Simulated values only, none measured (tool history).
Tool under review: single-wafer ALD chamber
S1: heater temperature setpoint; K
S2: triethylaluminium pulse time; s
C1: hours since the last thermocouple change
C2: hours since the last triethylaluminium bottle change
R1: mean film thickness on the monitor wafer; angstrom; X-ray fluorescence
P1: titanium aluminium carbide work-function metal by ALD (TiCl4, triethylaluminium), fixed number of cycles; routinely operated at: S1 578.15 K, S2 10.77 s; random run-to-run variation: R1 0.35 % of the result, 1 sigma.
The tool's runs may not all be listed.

{"run": 1, "day": 0.633, "S1": 578.15, "S2": 10.77, "C1": 746.3, "C2": 151.1, "R1": 20.446}
{"run": 2, "day": 1.262, "S1": 568.15, "S2": 7.67, "C1": 761.4, "C2": 166.2, "R1": 18.656}
{"run": 3, "day": 1.567, "S1": 578.15, "S2": 4.04, "C1": 768.7, "C2": 173.5, "R1": 15.807}
{"run": 4, "day": 2.096, "S1": 578.15, "S2": 10.77, "C1": 781.4, "C2": 186.2, "R1": 20.475}
{"run": 5, "day": 2.571, "S1": 596.15, "S2": 14.08, "C1": 792.8, "C2": 197.6, "R1": 22.406}
{"run": 6, "day": 3.05, "S1": 554.15, "S2": 10.77, "C1": 804.3, "C2": 209.1, "R1": 18.305}
{"run": 7, "day": 3.379, "S1": 578.15, "S2": 10.77, "C1": 812.2, "C2": 217, "R1": 20.447}
{"run": 8, "day": 3.979, "S1": 578.15, "S2": 10.77, "C1": 826.6, "C2": 231.4, "R1": 20.397}
{"run": 9, "day": 4.579, "S1": 596.15, "S2": 10.77, "C1": 841, "C2": 245.8, "R1": 21.833}
{"run": 10, "day": 4.954, "S1": 578.15, "S2": 16.4, "C1": 850, "C2": 254.8, "R1": 20.87}
{"run": 11, "day": 5.404, "S1": 578.15, "S2": 10.77, "C1": 860.8, "C2": 265.6, "R1": 20.445}
{"run": 12, "day": 5.992, "S1": 578.15, "S2": 10.77, "C1": 874.9, "C2": 279.7, "R1": 20.516}
{"run": 13, "day": 6.558, "S1": 578.15, "S2": 10.77, "C1": 888.5, "C2": 293.3, "R1": 20.255}
{"run": 14, "day": 7.025, "S1": 578.15, "S2": 10.77, "C1": 899.7, "C2": 304.5, "R1": 20.26}
{"run": 15, "day": 7.367, "S1": 578.15, "S2": 10.77, "C1": 907.9, "C2": 312.7, "R1": 20.1}
{"run": 16, "day": 7.875, "S1": 578.15, "S2": 10.77, "C1": 920.1, "C2": 324.9, "R1": 20.235}
{"run": 17, "day": 8.462, "S1": 578.15, "S2": 10.77, "C1": 934.2, "C2": 339, "R1": 20.112}
{"run": 18, "day": 8.842, "S1": 578.15, "S2": 10.77, "C1": 943.3, "C2": 348.1, "R1": 20.217}
{"run": 19, "day": 9.417, "S1": 578.15, "S2": 10.77, "C1": 957.1, "C2": 361.9, "R1": 20.025}
{"run": 20, "day": 9.829, "S1": 578.15, "S2": 10.77, "C1": 967, "C2": 371.8, "R1": 20.063}

P1 has crept away from where it was. The log is fitted equally well by each of these 2 causes, at the sizes shown:
A: wafer temperature below the value expected at the setpoint (K) = 4.04
B: triethylaluminium dose below that of a fresh bottle (%) = 14.1
At approximately day 5.992, the process output began to creep.

The check runs listed below each take one wafer, and their results are still question marks. Under which run would the listed causes lead to clearly different results?
{"run": "check 1", "day": 10.242, "S1": 557.15, "S2": 10.77, "R1": "?"}
{"run": "check 2", "day": 10.242, "S1": 593.15, "S2": 4.9, "R1": "?"}
{"run": "check 3", "day": 10.242, "S1": 592.15, "S2": 10.77, "R1": "?"}
{"run": "check 4", "day": 10.242, "S1": 555.15, "S2": 10.77, "R1": "?"}

Check results expected under each cause:
check=check_1 result=R1 if_A=18.291 if_B=18.316
check=check_2 result=R1 if_A=17.899 if_B=17.089
check=check_3 result=R1 if_A=21.328 if_B=21.311
check=check_4 result=R1 if_A=18.121 if_B=18.148
Separation of the two closest causes in each check, using whichever result separates them best: check 1 0.14 %; check 2 4.63 %; check 3 0.08 %; check 4 0.15 %
The other checks would show nearly matching results whichever cause is true, so check 2 is the only one that separates the causes.

With check 2 done, the readings were: R1 17.844 angstrom. Identify which of the listed causes applies.

Of the candidate causes, it is A: wafer temperature below the value expected at the setpoint (K).
